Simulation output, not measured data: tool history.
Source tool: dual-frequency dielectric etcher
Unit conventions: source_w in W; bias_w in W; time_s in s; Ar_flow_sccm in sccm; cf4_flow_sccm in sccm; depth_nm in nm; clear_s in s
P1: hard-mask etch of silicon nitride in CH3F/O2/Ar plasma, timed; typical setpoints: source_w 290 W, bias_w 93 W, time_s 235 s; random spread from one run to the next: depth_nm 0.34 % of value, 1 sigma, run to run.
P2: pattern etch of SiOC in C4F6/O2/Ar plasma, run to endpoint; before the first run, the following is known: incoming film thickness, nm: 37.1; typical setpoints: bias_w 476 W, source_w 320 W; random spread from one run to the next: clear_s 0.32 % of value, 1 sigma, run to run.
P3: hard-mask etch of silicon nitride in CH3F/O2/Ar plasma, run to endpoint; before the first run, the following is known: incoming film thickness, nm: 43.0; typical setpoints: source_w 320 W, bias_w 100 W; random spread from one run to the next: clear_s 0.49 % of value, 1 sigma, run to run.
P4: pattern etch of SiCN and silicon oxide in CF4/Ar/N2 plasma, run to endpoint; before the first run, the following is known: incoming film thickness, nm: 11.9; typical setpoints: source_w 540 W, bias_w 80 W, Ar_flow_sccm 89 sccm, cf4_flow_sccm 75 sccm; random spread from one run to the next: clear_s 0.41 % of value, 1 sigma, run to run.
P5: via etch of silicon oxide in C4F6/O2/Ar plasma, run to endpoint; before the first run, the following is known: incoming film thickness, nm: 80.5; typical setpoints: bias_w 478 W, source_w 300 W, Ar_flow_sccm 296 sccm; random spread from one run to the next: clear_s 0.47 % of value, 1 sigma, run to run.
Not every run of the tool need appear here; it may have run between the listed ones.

run,day,process,source_w,bias_w,time_s,Ar_flow_sccm,cf4_flow_sccm,hours since the last wet clean,hours since the last source power generator calibration,hours since the last bias power generator calibration,depth_nm,clear_s
1,0.279,P1,290,93,235,,,144.4,2048.9,853,157.47,
2,0.542,P2,320,349,,,,150.7,2055.2,859.3,,15.769
3,0.846,P4,540,80,,125,75,158,2062.5,866.6,,11.989
4,1.054,P1,290,93,182,,,163,2067.5,871.6,121.47,
5,1.396,P1,290,130,309.5,,,171.2,2075.7,879.8,233.71,
6,1.671,P1,200,93,235,,,177.8,2082.3,886.4,137.34,
7,1.896,P1,290,93,235,,,183.2,2087.7,891.8,157.69,
8,2.104,P4,360,80,,89,75,188.2,2092.7,896.8,,16.394
9,2.388,P1,290,93,235,,,195,2099.5,903.6,156.75,
10,2.592,P2,430,476,,,,199.9,2104.4,908.5,,12.47
11,2.833,P1,290,93,296,,,205.7,2110.2,914.3,198.75,
12,3.15,P5,300,478,,296,,213.3,2117.8,921.9,,19.716
13,3.308,P2,320,476,,,,217.1,2121.6,925.7,,14
14,3.538,P1,380,93,235,,,222.6,2127.1,931.2,174.21,
15,3.846,P1,290,71,235,,,230,2134.5,938.6,143.24,
16,4.067,P3,320,100,,,,235.3,2139.8,943.9,,59.795
17,4.367,P4,540,58,,89,75,242.5,2147,951.1,,12.566
18,4.671,P4,540,80,,89,60,249.8,2154.3,958.4,,11.757
19,4.862,P4,540,80,,89,75,254.4,2158.9,963,,11.422
20,5.029,P3,320,131,,,,258.4,2162.9,967,,54.333
21,5.346,P5,190,478,,296,,266,2170.5,974.6,,23.212
22,5.608,P1,290,121,235,,,272.3,2176.8,980.9,173.18,
23,5.917,P1,290,93,235,,,279.7,2184.2,988.3,156.98,
24,6.162,P1,290,130,319.5,,,285.6,2190.1,994.2,242.1,
25,6.354,P5,300,349,,296,,290.2,2194.7,998.8,,22.202
26,6.683,P2,320,476,,,,298.1,2202.6,1006.7,,13.98
27,6.992,P1,290,93,235,,,305.5,2210,1014.1,157.55,

What will run 28 give?
28,7.308,P1,290,93,235,,,313.1,2217.6,1021.7,?,

For run 28 the tool returned depth_nm 156.74 nm.

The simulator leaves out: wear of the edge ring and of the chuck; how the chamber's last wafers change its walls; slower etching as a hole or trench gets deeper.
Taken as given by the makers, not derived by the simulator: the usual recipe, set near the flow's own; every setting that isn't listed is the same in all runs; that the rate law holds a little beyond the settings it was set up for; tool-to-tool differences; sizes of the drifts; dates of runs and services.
